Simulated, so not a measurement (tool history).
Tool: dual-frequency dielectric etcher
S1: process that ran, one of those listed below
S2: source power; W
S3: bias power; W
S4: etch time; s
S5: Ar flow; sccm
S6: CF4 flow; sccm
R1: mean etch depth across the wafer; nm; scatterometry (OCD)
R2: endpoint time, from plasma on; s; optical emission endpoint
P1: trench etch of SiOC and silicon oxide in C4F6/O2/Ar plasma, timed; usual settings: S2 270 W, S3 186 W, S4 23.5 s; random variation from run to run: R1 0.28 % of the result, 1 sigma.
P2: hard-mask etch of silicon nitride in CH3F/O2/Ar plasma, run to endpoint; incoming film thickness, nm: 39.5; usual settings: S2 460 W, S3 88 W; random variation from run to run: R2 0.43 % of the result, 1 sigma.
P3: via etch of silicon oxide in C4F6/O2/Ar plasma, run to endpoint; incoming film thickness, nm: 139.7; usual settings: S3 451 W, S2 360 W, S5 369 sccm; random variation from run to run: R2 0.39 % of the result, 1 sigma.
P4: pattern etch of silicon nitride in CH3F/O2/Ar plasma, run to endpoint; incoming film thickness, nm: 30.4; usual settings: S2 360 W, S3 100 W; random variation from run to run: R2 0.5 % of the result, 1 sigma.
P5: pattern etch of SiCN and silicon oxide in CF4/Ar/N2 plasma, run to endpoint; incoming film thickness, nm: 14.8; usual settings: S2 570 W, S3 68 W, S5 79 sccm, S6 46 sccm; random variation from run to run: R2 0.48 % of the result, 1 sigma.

{"run": 1, "hour": 15.9, "S1": "P1", "S2": 270, "S3": 186, "S4": 23.5, "R1": 38.407}
{"run": 2, "hour": 26.3, "S1": "P1", "S2": 270, "S3": 186, "S4": 33.5, "R1": 54.801}
{"run": 3, "hour": 43.3, "S1": "P3", "S2": 360, "S3": 451, "S5": 369, "R2": 33.716}
{"run": 4, "hour": 61.3, "S1": "P1", "S2": 270, "S3": 132, "S4": 23.5, "R1": 34.526}
{"run": 5, "hour": 76.9, "S1": "P1", "S2": 270, "S3": 148, "S4": 34.0, "R1": 51.908}
{"run": 6, "hour": 85.6, "S1": "P4", "S2": 360, "S3": 100, "R2": 40.829}
{"run": 7, "hour": 103.5, "S1": "P2", "S2": 460, "S3": 88, "R2": 49.814}
{"run": 8, "hour": 119.4, "S1": "P3", "S2": 360, "S3": 451, "S5": 369, "R2": 33.433}
{"run": 9, "hour": 130.4, "S1": "P4", "S2": 440, "S3": 100, "R2": 38.428}
{"run": 10, "hour": 139.3, "S1": "P5", "S2": 570, "S3": 68, "S5": 79, "S6": 46, "R2": 15.053}
{"run": 11, "hour": 149.1, "S1": "P2", "S2": 260, "S3": 88, "R2": 62.336}
{"run": 12, "hour": 160.2, "S1": "P1", "S2": 270, "S3": 144, "S4": 34.0, "R1": 51.473}
{"run": 13, "hour": 168.3, "S1": "P5", "S2": 570, "S3": 68, "S5": 48, "S6": 46, "R2": 13.917}
{"run": 14, "hour": 185.4, "S1": "P1", "S2": 270, "S3": 186, "S4": 23.5, "R1": 38.801}
{"run": 15, "hour": 202.5, "S1": "P4", "S2": 360, "S3": 61, "R2": 49.095}
{"run": 16, "hour": 218.8, "S1": "P1", "S2": 160, "S3": 186, "S4": 23.5, "R1": 31.642}
{"run": 17, "hour": 232.4, "S1": "P3", "S2": 360, "S3": 451, "S5": 262, "R2": 32.479}
{"run": 18, "hour": 244.0, "S1": "P1", "S2": 270, "S3": 238, "S4": 23.5, "R1": 41.927}
{"run": 19, "hour": 260.6, "S1": "P1", "S2": 340, "S3": 186, "S4": 23.5, "R1": 42.03}
{"run": 20, "hour": 277.5, "S1": "P1", "S2": 270, "S3": 186, "S4": 17.0, "R1": 27.891}
{"run": 21, "hour": 291.4, "S1": "P5", "S2": 670, "S3": 68, "S5": 79, "S6": 46, "R2": 13.028}
{"run": 22, "hour": 300.3, "S1": "P3", "S2": 360, "S3": 619, "S5": 369, "R2": 30.119}
{"run": 23, "hour": 312.6, "S1": "P1", "S2": 270, "S3": 186, "S4": 23.5, "R1": 38.85}
{"run": 24, "hour": 328.9, "S1": "P5", "S2": 570, "S3": 68, "S5": 79, "S6": 46, "R2": 15.062}
{"run": 25, "hour": 343.4, "S1": "P5", "S2": 570, "S3": 49, "S5": 79, "S6": 46, "R2": 16.652}
{"run": 26, "hour": 352.8, "S1": "P2", "S2": 460, "S3": 88, "R2": 50.289}
{"run": 27, "hour": 367.8, "S1": "P1", "S2": 270, "S3": 186, "S4": 23.5, "R1": 38.618}
{"run": 28, "hour": 378.8, "S1": "P3", "S2": 510, "S3": 451, "S5": 369, "R2": 29.507}
{"run": 29, "hour": 387.9, "S1": "P5", "S2": 570, "S3": 68, "S5": 79, "S6": 37, "R2": 15.527}
{"run": 30, "hour": 399.7, "S1": "P2", "S2": 460, "S3": 53, "R2": 59.038}
{"run": 31, "hour": 417.5, "S1": "P1", "S2": 270, "S3": 186, "S4": 23.5, "R1": 38.637}
{"run": 32, "hour": 430.0, "S1": "P1", "S2": 270, "S3": 186, "S4": 23.5, "R1": 38.32}
{"run": 33, "hour": 442.7, "S1": "P1", "S2": 270, "S3": 186, "S4": 23.5, "R1": 38.074}
{"run": 34, "hour": 456.6, "S1": "P1", "S2": 270, "S3": 186, "S4": 23.5, "R1": 38.15}
{"run": 35, "hour": 465.3, "S1": "P1", "S2": 270, "S3": 186, "S4": 23.5, "R1": 38.067}
{"hour": 466.5, "done": "wet clean of the chamber"}
{"run": 36, "hour": 473.8, "S1": "P1", "S2": 270, "S3": 186, "S4": 23.5, "R1": 37.987}
{"run": 37, "hour": 489.5, "S1": "P1", "S2": 270, "S3": 186, "S4": 23.5, "R1": 38.314}

What P1 gives has crept away from where it was. These 2 causes fit the log equally well, each at the size given:
A: source power that arrives under what is set, % = 3.58
B: bias power that arrives under what is set, % = 4.21
The creep began at about hour 417.5.
Why every other cause is out:
chamber walls in a state that lowers the etch rate, %: serviced at hour 466.5, which brought nothing back

4 check runs are offered, each on 3 wafers whose results are averaged, their results left as question marks. Which one tells the causes apart?
{"run": "check 1", "hour": 505.2, "S1": "P5", "S2": 570, "S3": 53, "S5": 49, "S6": 46, "R2": "?"}
{"run": "check 2", "hour": 505.2, "S1": "P2", "S2": 300, "S3": 88, "R2": "?"}
{"run": "check 3", "hour": 505.2, "S1": "P4", "S2": 360, "S3": 64, "R2": "?"}
{"run": "check 4", "hour": 505.2, "S1": "P3", "S2": 460, "S3": 618, "S5": 369, "R2": "?"}

What each check would give under each cause:
check=check_1 result=R2 if_A=15.550 if_B=15.239
check=check_2 result=R2 if_A=59.578 if_B=59.701
check=check_3 result=R2 if_A=48.910 if_B=48.934
check=check_4 result=R2 if_A=27.668 if_B=27.753
How far apart the two closest causes lie, in the result that separates them most: check 1 2.02 %; check 2 0.21 %; check 3 0.05 %; check 4 0.31 %
Only check 1 tells the causes apart: in the others they would give nearly the same result.

Then check 1 was run and gave: R2 15.235 s. Which cause is it?

It is B: bias power that arrives under what is set, %.
